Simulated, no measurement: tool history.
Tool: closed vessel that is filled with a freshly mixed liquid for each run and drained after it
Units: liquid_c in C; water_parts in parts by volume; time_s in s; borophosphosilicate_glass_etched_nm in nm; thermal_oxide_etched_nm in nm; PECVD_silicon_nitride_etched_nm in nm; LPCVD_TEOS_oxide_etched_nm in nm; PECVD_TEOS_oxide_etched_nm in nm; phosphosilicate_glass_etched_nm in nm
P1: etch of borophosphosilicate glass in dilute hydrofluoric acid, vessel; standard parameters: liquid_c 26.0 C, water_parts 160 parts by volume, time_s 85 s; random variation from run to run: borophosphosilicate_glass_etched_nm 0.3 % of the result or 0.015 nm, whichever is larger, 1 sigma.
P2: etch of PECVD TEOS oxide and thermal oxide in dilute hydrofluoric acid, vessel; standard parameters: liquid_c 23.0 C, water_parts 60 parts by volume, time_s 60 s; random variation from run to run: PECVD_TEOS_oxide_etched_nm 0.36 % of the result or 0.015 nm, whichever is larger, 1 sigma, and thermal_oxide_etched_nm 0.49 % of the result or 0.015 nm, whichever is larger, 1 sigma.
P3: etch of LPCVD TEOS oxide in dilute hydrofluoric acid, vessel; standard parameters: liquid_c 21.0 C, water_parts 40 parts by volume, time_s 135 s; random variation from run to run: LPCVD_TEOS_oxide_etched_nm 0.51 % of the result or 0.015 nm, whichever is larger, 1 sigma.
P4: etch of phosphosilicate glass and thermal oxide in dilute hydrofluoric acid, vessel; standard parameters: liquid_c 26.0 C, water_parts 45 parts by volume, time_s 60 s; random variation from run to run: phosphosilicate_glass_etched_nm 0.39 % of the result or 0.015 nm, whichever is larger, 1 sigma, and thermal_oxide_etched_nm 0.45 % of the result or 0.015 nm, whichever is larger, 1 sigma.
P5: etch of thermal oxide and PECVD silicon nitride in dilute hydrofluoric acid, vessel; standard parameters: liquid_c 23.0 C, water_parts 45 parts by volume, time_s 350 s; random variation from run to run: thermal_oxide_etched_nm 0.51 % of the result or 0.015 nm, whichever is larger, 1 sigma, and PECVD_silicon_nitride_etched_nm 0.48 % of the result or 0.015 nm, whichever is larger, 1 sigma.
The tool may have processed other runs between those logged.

| run | hour | process | liquid_c | water_parts | time_s | hours since the thermometer was replaced | hours since the hydrofluoric acid flow meter was replaced | borophosphosilicate_glass_etched_nm | thermal_oxide_etched_nm | PECVD_silicon_nitride_etched_nm | LPCVD_TEOS_oxide_etched_nm | PECVD_TEOS_oxide_etched_nm | phosphosilicate_glass_etched_nm |
|---|---|---|---|---|---|---|---|---|---|---|---|---|---|
| 1 | 9.9 | P1 | 26.0 | 160 | 85 | 213.5 | 1057.1 | 21.6790 |  |  |  |  |  |
| 2 | 16.5 | P1 | 19.5 | 160 | 85 | 220.1 | 1063.7 | 16.8440 |  |  |  |  |  |
| 3 | 22.9 | P1 | 26.0 | 25 | 85 | 226.5 | 1070.1 | 165.0300 |  |  |  |  |  |
|  | 27.3 | hydrofluoric acid flow meter replaced |
| 4 | 28.7 | P5 | 23.0 | 75 | 350 | 232.3 | 1.5 |  | 22.0220 | 7.6473 |  |  |  |
| 5 | 36.2 | P3 | 21.0 | 60 | 135 | 239.8 | 9.0 |  |  |  | 37.007 |  |  |
| 6 | 45.8 | P1 | 26.0 | 160 | 30 | 249.4 | 18.6 | 7.5824 |  |  |  |  |  |
| 7 | 56.4 | P2 | 23.0 | 60 | 60 | 260.0 | 29.2 |  | 4.8601 |  |  | 10.129 |  |
| 8 | 61.7 | P4 | 26.0 | 45 | 60 | 265.3 | 34.5 |  | 7.3521 |  |  |  | 208.23 |
| 9 | 69.6 | P2 | 23.0 | 60 | 60 | 273.2 | 42.4 |  | 4.8489 |  |  | 10.158 |  |
| 10 | 76.2 | P1 | 31.5 | 160 | 30 | 279.8 | 49.0 | 9.2573 |  |  |  |  |  |
| 11 | 82.5 | P1 | 32.5 | 160 | 85 | 286.1 | 55.3 | 27.0770 |  |  |  |  |  |
| 12 | 89.0 | P1 | 26.0 | 160 | 155 | 292.6 | 61.8 | 39.2890 |  |  |  |  |  |
| 13 | 95.8 | P5 | 23.0 | 45 | 350 | 299.4 | 68.6 |  | 38.4260 | 12.5350 |  |  |  |
| 14 | 102.2 | P4 | 26.0 | 65 | 60 | 305.8 | 75.0 |  | 4.9395 |  |  |  | 140.40 |
| 15 | 107.4 | P1 | 26.0 | 160 | 85 | 311.0 | 80.2 | 21.6370 |  |  |  |  |  |
| 16 | 118.8 | P1 | 26.0 | 160 | 85 | 322.4 | 91.6 | 21.5780 |  |  |  |  |  |
| 17 | 129.4 | P5 | 29.5 | 45 | 350 | 333.0 | 102.2 |  | 49.7650 | 19.2310 |  |  |  |
| 18 | 136.3 | P3 | 21.0 | 40 | 135 | 339.9 | 109.1 |  |  |  | 56.284 |  |  |
| 19 | 143.3 | P1 | 26.0 | 160 | 85 | 346.9 | 116.1 | 21.6740 |  |  |  |  |  |
| 20 | 154.6 | P4 | 26.0 | 45 | 110 | 358.2 | 127.4 |  | 13.3760 |  |  |  | 383.59 |
| 21 | 159.6 | P1 | 26.0 | 265 | 85 | 363.2 | 132.4 | 11.5190 |  |  |  |  |  |
| 22 | 169.2 | P2 | 23.0 | 60 | 110 | 372.8 | 142.0 |  | 8.8893 |  |  | 18.563 |  |
| 23 | 175.2 | P5 | 23.0 | 45 | 350 | 378.8 | 148.0 |  | 38.1480 | 12.4540 |  |  |  |
| 24 | 186.7 | P3 | 21.0 | 40 | 260 | 390.3 | 159.5 |  |  |  | 108.880 |  |  |

Run 25, settings as shown, results not yet in. Your forecast:
| 25 | 196.7 | P5 | 23.0 | 45 | 70 | 400.3 | 169.5 |  | ? | ? |  |  |  |

Run 25 yielded thermal_oxide_etched_nm 7.7260 nm, PECVD_silicon_nitride_etched_nm 2.4880 nm.

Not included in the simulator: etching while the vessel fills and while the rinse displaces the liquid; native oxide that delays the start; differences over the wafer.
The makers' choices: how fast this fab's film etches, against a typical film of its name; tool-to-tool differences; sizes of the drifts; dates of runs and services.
